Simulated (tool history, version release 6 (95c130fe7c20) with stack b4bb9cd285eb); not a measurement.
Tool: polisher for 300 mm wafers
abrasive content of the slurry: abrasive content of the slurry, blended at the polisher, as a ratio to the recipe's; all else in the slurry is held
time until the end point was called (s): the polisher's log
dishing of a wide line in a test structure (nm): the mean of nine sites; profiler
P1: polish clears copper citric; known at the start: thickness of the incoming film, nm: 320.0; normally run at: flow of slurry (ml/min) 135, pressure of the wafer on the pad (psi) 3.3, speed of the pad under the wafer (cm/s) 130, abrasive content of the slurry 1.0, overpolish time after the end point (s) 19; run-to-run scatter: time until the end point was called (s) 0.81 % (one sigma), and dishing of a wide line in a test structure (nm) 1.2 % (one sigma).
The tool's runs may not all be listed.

run,hour,flow of slurry (ml/min),pressure of the wafer on the pad (psi),speed of the pad under the wafer (cm/s),abrasive content of the slurry,overpolish time after the end point (s),wafers polished on this pad,hours since the slurry nozzle was cleaned,hours since the head pressure was calibrated,hours since the slurry blender was calibrated,time until the end point was called (s),dishing of a wide line in a test structure (nm)
1,14.4,135,3.3,130,1.0,19,695,112.5,334.2,208.8,112.270,39.263
2,29.0,135,4.8,130,1.0,19,846,127.1,348.8,223.4,78.133,53.424
3,41.1,135,3.3,130,1.0,19,970,139.2,360.9,235.5,114.720,39.126
4,48.1,135,3.3,130,1.0,19,1042,146.2,367.9,242.5,111.790,38.794
5,55.2,135,3.3,130,1.0,6,1115,153.3,375.0,249.6,113.240,13.534
6,65.1,135,3.3,130,1.3,19,1217,163.2,384.9,259.5,106.890,40.780
7,77.6,135,3.3,130,1.0,19,1346,175.7,397.4,272.0,111.890,39.547
8,92.5,135,3.3,130,1.0,19,1499,190.6,412.3,286.9,112.380,38.890
# hour 92.8: slurry nozzle cleaned
9,100.1,200,4.9,130,1.0,19,1577,7.3,419.9,294.5,71.440,57.199
# hour 104.4: head pressure recalibrated
10,107.1,135,1.6,130,1.0,19,1649,14.3,2.8,301.5,225.660,20.805
11,117.6,135,3.3,84,1.0,19,1757,24.8,13.3,312.0,172.030,26.333
12,130.3,95,3.3,130,1.0,19,1888,37.5,26.0,324.7,124.020,36.195
13,143.5,135,3.3,130,0.6,19,2024,50.7,39.2,337.9,127.260,35.599
14,152.9,205,3.3,130,1.0,19,2121,60.1,48.6,347.3,104.860,41.643
15,167.5,135,3.3,130,1.0,34,2271,74.7,63.2,361.9,113.740,61.483
16,182.8,170,3.3,130,1.0,6,2428,90.0,78.5,377.2,106.920,14.271
17,194.2,135,3.3,130,1.0,19,2546,101.4,89.9,388.6,113.010,39.624
18,207.2,135,3.3,196,1.0,19,2680,114.4,102.9,401.6,75.739,54.557
19,219.1,135,3.3,130,1.0,19,2802,126.3,114.8,413.5,112.480,39.551
20,234.3,135,3.3,130,1.0,19,2958,141.5,130.0,428.7,119.250,37.448
21,246.2,135,3.3,130,1.0,19,3081,153.4,141.9,440.6,122.530,35.982
22,257.0,135,3.3,130,1.0,19,3192,164.2,152.7,451.4,123.470,35.829
# hour 261.6: head pressure recalibrated
# hour 266.3: slurry blender recalibrated
23,266.3,135,3.3,130,1.0,19,3288,173.5,4.7,0.0,124.820,35.456
24,275.2,135,3.3,130,1.0,19,3379,182.4,13.6,8.9,125.790,35.687
25,288.4,135,3.3,130,1.0,19,3515,195.6,26.8,22.1,126.350,35.035

What P1 gives has crept away from where it was. These 2 causes fit the log equally well, each at the size given:
A: slurry flow missing at the pad, % = 37.5
B: removal rate lost through wear of the pad, % = 10.6
The creep began at about hour 219.1.
Why every other cause is out:
head's pressure below its setpoint, %: serviced at hour 261.6, which brought nothing back
abrasive missing from the slurry, %: serviced at hour 266.3, which brought nothing back

4 check runs are offered, each on 5 wafers whose results are averaged, their results left as question marks. Which one tells the causes apart?
check 1,301.6,135,3.3,130,1.0,26,,,,,?,?
check 2,301.6,180,3.3,130,1.0,10,,,,,?,?
check 3,301.6,135,3.3,164,1.0,28,,,,,?,?
check 4,301.6,135,4.3,130,1.0,19,,,,,?,?

What each check would give under each cause:
check,result,if A,if B
check 1,time until the end point was called (s),125.890,125.930
check 1,dishing of a wide line in a test structure (nm),45.855,45.844
check 2,time until the end point was called (s),116.930,119.990
check 2,dishing of a wide line in a test structure (nm),21.444,20.944
check 3,time until the end point was called (s),100.140,100.170
check 3,dishing of a wide line in a test structure (nm),57.788,57.775
check 4,time until the end point was called (s),96.997,97.026
check 4,dishing of a wide line in a test structure (nm),44.504,44.493
How far apart the two closest causes lie, in the result that separates them most: check 1 0.03 %; check 2 2.59 %; check 3 0.03 %; check 4 0.03 %
Only check 2 tells the causes apart: in the others they would give nearly the same result.

Then check 2 was run and gave: time until the end point was called (s) 116.390; dishing of a wide line in a test structure (nm) 21.395. Which cause is it?

It is A: slurry flow missing at the pad, %.

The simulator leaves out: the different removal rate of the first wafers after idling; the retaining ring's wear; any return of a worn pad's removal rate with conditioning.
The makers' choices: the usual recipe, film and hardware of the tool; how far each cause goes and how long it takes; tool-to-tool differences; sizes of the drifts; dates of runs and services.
